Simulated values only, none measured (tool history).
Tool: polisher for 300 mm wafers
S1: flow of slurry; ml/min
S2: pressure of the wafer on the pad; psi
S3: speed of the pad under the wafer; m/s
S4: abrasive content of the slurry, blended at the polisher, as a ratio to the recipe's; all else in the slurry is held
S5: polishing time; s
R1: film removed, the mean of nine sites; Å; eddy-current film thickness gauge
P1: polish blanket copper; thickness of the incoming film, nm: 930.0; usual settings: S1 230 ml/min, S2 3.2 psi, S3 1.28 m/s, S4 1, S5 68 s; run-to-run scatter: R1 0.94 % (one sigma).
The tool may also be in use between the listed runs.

run 1 hour=8.5 | S1=230 S2=3.2 S3=1.28 S4=1 S5=68 | R1=2321.3
run 2 hour=13 | S1=230 S2=4.1 S3=1.28 S4=1 S5=68 | R1=2967.1
run 3 hour=20.7 | S1=230 S2=3.2 S3=1.28 S4=1.5 S5=68 | R1=2535.9
run 4 hour=27.1 | S1=230 S2=3.2 S3=1.98 S4=1 S5=68 | R1=3621.8
run 5 hour=31.6 | S1=140 S2=3.2 S3=1.28 S4=1 S5=68 | R1=2132.4
run 6 hour=37.1 | S1=230 S2=3.2 S3=1.28 S4=1 S5=100 | R1=3433.5
run 7 hour=45.3 | S1=310 S2=3.2 S3=1.28 S4=1 S5=68 | R1=2377
run 8 hour=52.8 | S1=230 S2=1.9 S3=1.28 S4=1 S5=68 | R1=1394.3
run 9 hour=60.3 | S1=230 S2=3.2 S3=1.28 S4=1 S5=68 | R1=2342.2
run 10 hour=66.8 | S1=230 S2=3.2 S3=1.28 S4=1 S5=37 | R1=1261.6
run 11 hour=73.3 | S1=230 S2=3.2 S3=1.28 S4=1 S5=68 | R1=2339.8
run 12 hour=79.9 | S1=230 S2=3.2 S3=1.28 S4=1 S5=68 | R1=2327.6
run 13 hour=83.8 | S1=155 S2=3.2 S3=0.86 S4=1 S5=68 | R1=1467.2
run 14 hour=88.3 | S1=230 S2=3.2 S3=1.28 S4=1 S5=68 | R1=2323.1
run 15 hour=95.7 | S1=230 S2=3.2 S3=0.58 S4=1 S5=68 | R1=1065.3
run 16 hour=102.6 | S1=230 S2=3.2 S3=1.28 S4=0.55 S5=68 | R1=2061
run 17 hour=107 | S1=230 S2=3.2 S3=1.28 S4=1 S5=68 | R1=2320.8
run 18 hour=115.7 | S1=230 S2=3.2 S3=1.28 S4=1 S5=68 | R1=2290
run 19 hour=123.8 | S1=230 S2=3.2 S3=1.28 S4=1 S5=68 | R1=2273.8
run 20 hour=129.1 | S1=230 S2=3.2 S3=1.28 S4=1 S5=68 | R1=2234.2
-- hour=133.3 worn pad replaced by a new one
run 21 hour=134.4 | S1=230 S2=3.2 S3=1.28 S4=1 S5=68 | R1=2225.5
-- hour=140.9 slurry blender recalibrated
run 22 hour=142.7 | S1=230 S2=3.2 S3=1.28 S4=1 S5=68 | R1=2227.6
run 23 hour=148.2 | S1=230 S2=3.2 S3=1.28 S4=1 S5=68 | R1=2209.6
run 24 hour=154.8 | S1=230 S2=3.2 S3=1.28 S4=1 S5=68 | R1=2202.4

What P1 gives has crept away from where it was. These 2 causes fit the log equally well, each at the size given:
A: head's pressure below its setpoint, % = 6.53
B: slurry flow missing at the pad, % = 37.3
The creep began at about hour 115.7.
Why every other cause is out:
removal rate lost through wear of the pad, %: serviced at hour 133.3, which brought nothing back
abrasive missing from the slurry, %: serviced at hour 140.9, which brought nothing back

4 check runs are offered, each on 3 wafers whose results are averaged, their results left as question marks. Which one tells the causes apart?
run check 1 hour=161.4 | S1=140 S2=1.9 S3=1.28 S4=1 S5=68 | R1=?
run check 2 hour=161.4 | S1=230 S2=3.2 S3=0.6 S4=1 S5=91 | R1=?
run check 3 hour=161.4 | S1=230 S2=3.2 S3=1.66 S4=0.55 S5=68 | R1=?
run check 4 hour=161.4 | S1=230 S2=2.4 S3=1.94 S4=1 S5=68 | R1=?

What each check would give under each cause:
check=check_1 result=R1 if_A=1203.6 if_B=1157.7
check=check_2 result=R1 if_A=1367.8 if_B=1367.8
check=check_3 result=R1 if_A=2499.4 if_B=2499.3
check=check_4 result=R1 if_A=2478.6 if_B=2478.6
How far apart the two closest causes lie, in the result that separates them most: check 1 3.89 %; check 2 0 %; check 3 0 %; check 4 0 %
Check 1 tells the causes apart: in the others they would give nearly the same result.

Then check 1 was run and gave: R1 1159.8 Å. Which cause is it?

It is B: slurry flow missing at the pad, %.
